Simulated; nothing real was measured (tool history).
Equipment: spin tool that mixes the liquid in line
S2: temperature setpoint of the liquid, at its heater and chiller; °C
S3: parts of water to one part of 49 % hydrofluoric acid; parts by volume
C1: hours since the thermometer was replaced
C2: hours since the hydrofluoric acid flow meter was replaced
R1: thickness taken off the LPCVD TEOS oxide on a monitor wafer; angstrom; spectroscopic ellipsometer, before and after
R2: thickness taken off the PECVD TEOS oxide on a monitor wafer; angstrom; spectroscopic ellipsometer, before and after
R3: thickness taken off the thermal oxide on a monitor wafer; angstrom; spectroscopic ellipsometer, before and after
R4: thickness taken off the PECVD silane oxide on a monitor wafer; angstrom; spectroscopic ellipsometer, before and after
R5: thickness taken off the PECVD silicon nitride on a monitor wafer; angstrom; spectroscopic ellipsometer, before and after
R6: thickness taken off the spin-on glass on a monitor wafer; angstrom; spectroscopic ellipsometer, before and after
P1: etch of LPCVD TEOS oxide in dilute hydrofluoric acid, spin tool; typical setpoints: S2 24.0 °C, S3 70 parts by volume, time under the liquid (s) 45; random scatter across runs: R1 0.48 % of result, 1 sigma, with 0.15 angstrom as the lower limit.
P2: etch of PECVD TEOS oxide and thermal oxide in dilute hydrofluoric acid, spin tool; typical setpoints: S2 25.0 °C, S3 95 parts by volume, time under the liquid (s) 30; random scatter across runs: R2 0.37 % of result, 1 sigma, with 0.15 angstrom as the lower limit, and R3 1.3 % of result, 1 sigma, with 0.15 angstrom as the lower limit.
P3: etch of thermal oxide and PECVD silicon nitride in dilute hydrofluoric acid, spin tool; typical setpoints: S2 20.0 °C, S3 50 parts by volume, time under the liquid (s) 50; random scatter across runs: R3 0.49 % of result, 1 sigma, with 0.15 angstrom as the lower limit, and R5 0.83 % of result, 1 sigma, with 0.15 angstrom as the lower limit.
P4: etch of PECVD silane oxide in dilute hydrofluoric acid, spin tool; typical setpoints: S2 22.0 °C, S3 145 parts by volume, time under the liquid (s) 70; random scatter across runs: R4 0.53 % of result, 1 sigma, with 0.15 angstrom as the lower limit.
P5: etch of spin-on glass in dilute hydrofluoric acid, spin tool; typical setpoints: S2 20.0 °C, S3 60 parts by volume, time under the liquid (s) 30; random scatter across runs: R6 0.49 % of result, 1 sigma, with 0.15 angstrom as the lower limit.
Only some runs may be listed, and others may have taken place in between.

run 1 hour=4.3 | process_that_ran=P1 S2=24.0 S3=70 time_under_the_liquid_(s)=45 | C1=551.1 C2=419.5 | R1=178.990
run 2 hour=6.6 | process_that_ran=P1 S2=24.0 S3=70 time_under_the_liquid_(s)=45 | C1=553.4 C2=421.8 | R1=178.040
run 3 hour=9.3 | process_that_ran=P2 S2=33.0 S3=95 time_under_the_liquid_(s)=30 | C1=556.1 C2=424.5 | R2=103.580 R3=21.682
run 4 hour=13.1 | process_that_ran=P1 S2=31.5 S3=40 time_under_the_liquid_(s)=45 | C1=559.9 C2=428.3 | R1=442.210
run 5 hour=16.7 | process_that_ran=P2 S2=25.0 S3=95 time_under_the_liquid_(s)=30 | C1=563.5 C2=431.9 | R2=76.075 R3=15.698
run 6 hour=20.3 | process_that_ran=P4 S2=22.0 S3=145 time_under_the_liquid_(s)=135 | C1=567.1 C2=435.5 | R4=124.070
run 7 hour=24.2 | process_that_ran=P1 S2=24.0 S3=20 time_under_the_liquid_(s)=45 | C1=571.0 C2=439.4 | R1=675.250
run 8 hour=28.2 | process_that_ran=P1 S2=19.5 S3=70 time_under_the_liquid_(s)=45 | C1=575.0 C2=443.4 | R1=149.580
run 9 hour=30.5 | process_that_ran=P4 S2=22.0 S3=145 time_under_the_liquid_(s)=70 | C1=577.3 C2=445.7 | R4=63.809
run 10 hour=33.6 | process_that_ran=P3 S2=20.0 S3=50 time_under_the_liquid_(s)=20 | C1=580.4 C2=448.8 | R3=17.259 R5=9.8447
run 11 hour=37.4 | process_that_ran=P1 S2=24.0 S3=70 time_under_the_liquid_(s)=45 | C1=584.2 C2=452.6 | R1=178.710
run 12 hour=39.8 | process_that_ran=P2 S2=25.0 S3=20 time_under_the_liquid_(s)=30 | C1=586.6 C2=455.0 | R2=395.980 R3=82.793
run 13 hour=42.1 | process_that_ran=P1 S2=24.0 S3=70 time_under_the_liquid_(s)=15 | C1=588.9 C2=457.3 | R1=60.045
run 14 hour=47.1 | process_that_ran=P1 S2=24.0 S3=70 time_under_the_liquid_(s)=45 | C1=593.9 C2=462.3 | R1=179.640
run 15 hour=51.2 | process_that_ran=P1 S2=24.0 S3=70 time_under_the_liquid_(s)=45 | C1=598.0 C2=466.4 | R1=178.910
run 16 hour=53.8 | process_that_ran=P3 S2=17.0 S3=50 time_under_the_liquid_(s)=50 | C1=600.6 C2=469.0 | R3=37.912 R5=20.3710
run 17 hour=56.1 | process_that_ran=P4 S2=22.0 S3=60 time_under_the_liquid_(s)=70 | C1=602.9 C2=471.3 | R4=172.190
run 18 hour=61.2 | process_that_ran=P1 S2=24.0 S3=70 time_under_the_liquid_(s)=45 | C1=608.0 C2=476.4 | R1=179.940
run 19 hour=63.5 | process_that_ran=P1 S2=24.0 S3=120 time_under_the_liquid_(s)=45 | C1=610.3 C2=478.7 | R1=98.228
run 20 hour=67.6 | process_that_ran=P5 S2=20.0 S3=60 time_under_the_liquid_(s)=30 | C1=614.4 C2=482.8 | R6=92.949
run 21 hour=70.9 | process_that_ran=P4 S2=17.0 S3=145 time_under_the_liquid_(s)=70 | C1=617.7 C2=486.1 | R4=53.245
run 22 hour=73.5 | process_that_ran=P5 S2=20.0 S3=85 time_under_the_liquid_(s)=30 | C1=620.3 C2=488.7 | R6=64.289
run 23 hour=76.8 | process_that_ran=P4 S2=22.0 S3=145 time_under_the_liquid_(s)=70 | C1=623.6 C2=492.0 | R4=64.851
run 24 hour=81.2 | process_that_ran=P1 S2=31.5 S3=70 time_under_the_liquid_(s)=45 | C1=628.0 C2=496.4 | R1=240.720
run 25 hour=84.7 | process_that_ran=P3 S2=20.0 S3=20 time_under_the_liquid_(s)=50 | C1=631.5 C2=499.9 | R3=110.620 R5=61.6940
run 26 hour=88.2 | process_that_ran=P1 S2=24.0 S3=70 time_under_the_liquid_(s)=65 | C1=635.0 C2=503.4 | R1=258.740
run 27 hour=92.9 | process_that_ran=P3 S2=20.0 S3=50 time_under_the_liquid_(s)=50 | C1=639.7 C2=508.1 | R3=42.890 R5=25.4320
-- hour=95.4 thermometer replaced
run 28 hour=95.9 | process_that_ran=P5 S2=27.5 S3=60 time_under_the_liquid_(s)=30 | C1=0.6 C2=511.1 | R6=125.410
run 29 hour=99.9 | process_that_ran=P2 S2=25.0 S3=95 time_under_the_liquid_(s)=15 | C1=4.6 C2=515.1 | R2=37.749 R3=7.631
run 30 hour=103.5 | process_that_ran=P5 S2=20.0 S3=60 time_under_the_liquid_(s)=65 | C1=8.2 C2=518.7 | R6=201.600
run 31 hour=107.6 | process_that_ran=P1 S2=24.0 S3=70 time_under_the_liquid_(s)=45 | C1=12.3 C2=522.8 | R1=178.990
run 32 hour=110.0 | process_that_ran=P1 S2=24.0 S3=70 time_under_the_liquid_(s)=45 | C1=14.7 C2=525.2 | R1=184.820
run 33 hour=114.2 | process_that_ran=P1 S2=24.0 S3=70 time_under_the_liquid_(s)=45 | C1=18.9 C2=529.4 | R1=188.800
run 34 hour=117.2 | process_that_ran=P1 S2=24.0 S3=70 time_under_the_liquid_(s)=45 | C1=21.9 C2=532.4 | R1=193.330
run 35 hour=120.2 | process_that_ran=P1 S2=24.0 S3=70 time_under_the_liquid_(s)=45 | C1=24.9 C2=535.4 | R1=193.440
run 36 hour=125.0 | process_that_ran=P1 S2=24.0 S3=70 time_under_the_liquid_(s)=45 | C1=29.7 C2=540.2 | R1=196.380
run 37 hour=128.7 | process_that_ran=P1 S2=24.0 S3=70 time_under_the_liquid_(s)=45 | C1=33.4 C2=543.9 | R1=196.790
run 38 hour=133.4 | process_that_ran=P1 S2=24.0 S3=70 time_under_the_liquid_(s)=45 | C1=38.1 C2=548.6 | R1=197.470
run 39 hour=136.8 | process_that_ran=P1 S2=24.0 S3=70 time_under_the_liquid_(s)=45 | C1=41.5 C2=552.0 | R1=197.120

What P1 gives has crept away from where it was. These 2 causes fit the log equally well, each at the size given:
A: liquid hotter than its thermometer reads (K) = 2.35
B: hydrofluoric acid flow above the setpoint (%) = 9.03
The creep began at about hour 107.6.

Below are 4 check runs, each on a single wafer, with their results shown as question marks. Which of them would tell the listed causes apart, meaning the causes would give clearly different results under it?
run check 1 hour=140.2 | process_that_ran=P3 S2=20.0 S3=50 time_under_the_liquid_(s)=50 | R3=? R5=?
run check 2 hour=140.2 | process_that_ran=P5 S2=20.0 S3=60 time_under_the_liquid_(s)=30 | R6=?
run check 3 hour=140.2 | process_that_ran=P2 S2=25.0 S3=95 time_under_the_liquid_(s)=30 | R2=? R3=?
run check 4 hour=140.2 | process_that_ran=P4 S2=22.0 S3=145 time_under_the_liquid_(s)=70 | R4=?

Outcome of each check run for each possible cause:
check=check_1 result=R3 if_A=47.480 if_B=47.126
check=check_1 result=R5 if_A=29.5500 if_B=27.3370
check=check_2 result=R6 if_A=102.910 if_B=102.320
check=check_3 result=R2 if_A=82.966 if_B=83.372
check=check_3 result=R3 if_A=17.390 if_B=17.475
check=check_4 result=R4 if_A=70.331 if_B=70.957
Gap, in per cent, between the two causes that each check separates least, read from the result that separates them most: check 1 7.79 %; check 2 0.58 %; check 3 0.49 %; check 4 0.89 %
Of the check runs offered, only check 1 discriminates between the causes; the rest would read about the same regardless of which cause applies.

Running check 1 produced the following: R3 47.167 angstrom; R5 27.3170 angstrom. Which one of the listed causes fits?

It is B: hydrofluoric acid flow above the setpoint (%).

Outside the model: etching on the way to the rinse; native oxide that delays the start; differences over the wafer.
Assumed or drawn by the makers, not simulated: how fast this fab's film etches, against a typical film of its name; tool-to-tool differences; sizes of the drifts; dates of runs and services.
